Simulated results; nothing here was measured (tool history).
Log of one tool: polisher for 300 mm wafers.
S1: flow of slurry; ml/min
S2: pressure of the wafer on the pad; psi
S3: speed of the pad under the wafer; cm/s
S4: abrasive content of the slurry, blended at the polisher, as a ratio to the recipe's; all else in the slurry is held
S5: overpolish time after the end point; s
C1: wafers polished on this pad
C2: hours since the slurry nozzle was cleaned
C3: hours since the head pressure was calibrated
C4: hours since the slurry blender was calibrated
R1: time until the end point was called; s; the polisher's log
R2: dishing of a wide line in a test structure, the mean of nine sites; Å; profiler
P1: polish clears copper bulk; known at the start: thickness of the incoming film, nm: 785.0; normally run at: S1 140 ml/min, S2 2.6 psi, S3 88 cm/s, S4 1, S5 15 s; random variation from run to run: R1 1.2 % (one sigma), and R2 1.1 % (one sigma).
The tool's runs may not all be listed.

| run | day | S1 | S2 | S3 | S4 | S5 | C1 | C2 | C3 | C4 | R1 | R2 |
|---|---|---|---|---|---|---|---|---|---|---|---|---|
| 1 | 0.204 | 140 | 2.6 | 88 | 1 | 15 | 271 | 93.4 | 230.7 | 109 | 103.69 | 655.75 |
| 2 | 0.383 | 140 | 2.6 | 116 | 1 | 15 | 312 | 97.7 | 235 | 113.3 | 78.722 | 779.97 |
| 3 | 0.529 | 140 | 1.2 | 88 | 1 | 15 | 345 | 101.2 | 238.5 | 116.8 | 226.15 | 334.91 |
| 4 | 0.696 | 140 | 2.6 | 88 | 1 | 30 | 383 | 105.2 | 242.5 | 120.8 | 103.86 | 975.93 |
| 5 | 0.908 | 140 | 3.8 | 88 | 1 | 15 | 432 | 110.3 | 247.6 | 125.9 | 70.26 | 882.37 |
| 6 | 1.125 | 140 | 2.6 | 88 | 1 | 15 | 482 | 115.5 | 252.8 | 131.1 | 104.84 | 649.65 |
| 7 | 1.333 | 140 | 2.6 | 88 | 1 | 15 | 530 | 120.5 | 257.8 | 136.1 | 106.59 | 652.62 |
| 8 | 1.475 | 210 | 2.6 | 88 | 1 | 15 | 562 | 123.9 | 261.2 | 139.5 | 97.876 | 675.49 |
| 9 | 1.667 | 140 | 2.6 | 88 | 1 | 15 | 606 | 128.5 | 265.8 | 144.1 | 102.65 | 663.01 |
| 10 | 1.85 | 140 | 1.4 | 88 | 1 | 8 | 649 | 132.9 | 270.2 | 148.5 | 192.15 | 226.93 |
| 11 | 2.008 | 140 | 3.7 | 88 | 1 | 6 | 685 | 136.7 | 274 | 152.3 | 74.37 | 434.82 |
| 12 | 2.188 | 140 | 2.6 | 88 | 0.6 | 15 | 726 | 141 | 278.3 | 156.6 | 115.71 | 611.21 |
| 13 | 2.367 | 85 | 1.2 | 88 | 1 | 15 | 767 | 145.3 | 282.6 | 160.9 | 256.6 | 303.41 |
| 14 | 2.467 | 85 | 2.6 | 88 | 1 | 15 | 790 | 147.7 | 285 | 163.3 | 118.47 | 603.72 |
| 15 | 2.646 | 140 | 2.6 | 88 | 1 | 15 | 831 | 152 | 289.3 | 167.6 | 102.12 | 657.22 |
| 16 | 2.862 | 140 | 2.6 | 88 | 1 | 6 | 881 | 157.2 | 294.5 | 172.8 | 102.01 | 316.39 |
| 17 | 3.071 | 140 | 2.6 | 50 | 1 | 15 | 929 | 162.2 | 299.5 | 177.8 | 186.2 | 425.81 |
| 18 | 3.258 | 140 | 2.6 | 88 | 1 | 15 | 972 | 166.7 | 304 | 182.3 | 104.49 | 635.36 |
| 19 | 3.425 | 140 | 2.6 | 88 | 1.35 | 15 | 1010 | 170.7 | 308 | 186.3 | 98.497 | 678.25 |
| 20 | 3.546 | 140 | 2.6 | 88 | 1 | 15 | 1038 | 173.6 | 310.9 | 189.2 | 103.51 | 643.38 |
| 21 | 3.683 | 140 | 2.6 | 88 | 1 | 15 | 1070 | 176.9 | 314.2 | 192.5 | 107.66 | 629.77 |
| 22 | 3.833 | 140 | 2.6 | 88 | 1 | 15 | 1104 | 180.5 | 317.8 | 196.1 | 110.08 | 629.86 |
|  | 3.892 | head pressure recalibrated |
| 23 | 4.033 | 140 | 2.6 | 88 | 1 | 15 | 1150 | 185.3 | 3.4 | 200.9 | 114.47 | 608.08 |
|  | 4.133 | slurry blender recalibrated |
| 24 | 4.142 | 140 | 2.6 | 88 | 1 | 15 | 1175 | 187.9 | 6 | 0.2 | 115.04 | 602.67 |
| 25 | 4.25 | 140 | 2.6 | 88 | 1 | 15 | 1200 | 190.5 | 8.6 | 2.8 | 115.25 | 603.4 |
| 26 | 4.4 | 140 | 2.6 | 88 | 1 | 15 | 1234 | 194.1 | 12.2 | 6.4 | 116.19 | 594.08 |

What P1 gives has crept away from where it was. These 2 causes fit the log equally well, each at the size given:
A: removal rate lost through wear of the pad, % = 9.99
B: slurry flow missing at the pad, % = 37
The creep began at about day 3.546.
Why every other cause is out:
head's pressure below its setpoint, %: serviced at day 3.892, which brought nothing back
abrasive missing from the slurry, %: serviced at day 4.133, which brought nothing back

4 check runs are offered, each on 5 wafers whose results are averaged, their results left as question marks. Which one tells the causes apart?
| check 1 | 4.55 | 140 | 2.6 | 88 | 0.7 | 15 |  |  |  |  | ? | ? |
| check 2 | 4.55 | 140 | 3.3 | 88 | 1 | 15 |  |  |  |  | ? | ? |
| check 3 | 4.55 | 95 | 3.3 | 88 | 1 | 15 |  |  |  |  | ? | ? |
| check 4 | 4.55 | 140 | 2.6 | 88 | 1 | 8 |  |  |  |  | ? | ? |

What each check would give under each cause:
| check | result | if A | if B |
|---|---|---|---|
| check 1 | R1 | 124.66 | 124.68 |
| check 1 | R2 | 569.87 | 569.82 |
| check 2 | R1 | 91.143 | 91.154 |
| check 2 | R2 | 734.58 | 734.52 |
| check 3 | R1 | 99.267 | 103.56 |
| check 3 | R2 | 691.82 | 671.1 |
| check 4 | R1 | 115.68 | 115.7 |
| check 4 | R2 | 366.14 | 366.1 |
How far apart the two closest causes lie, in the result that separates them most: check 1 0.01 %; check 2 0.01 %; check 3 4.23 %; check 4 0.01 %
Check 3 tells the causes apart: in the others they would give nearly the same result.

Then check 3 was run and gave: R1 103.93 s; R2 667.24 Å. Which cause is it?

It is B: slurry flow missing at the pad, %.
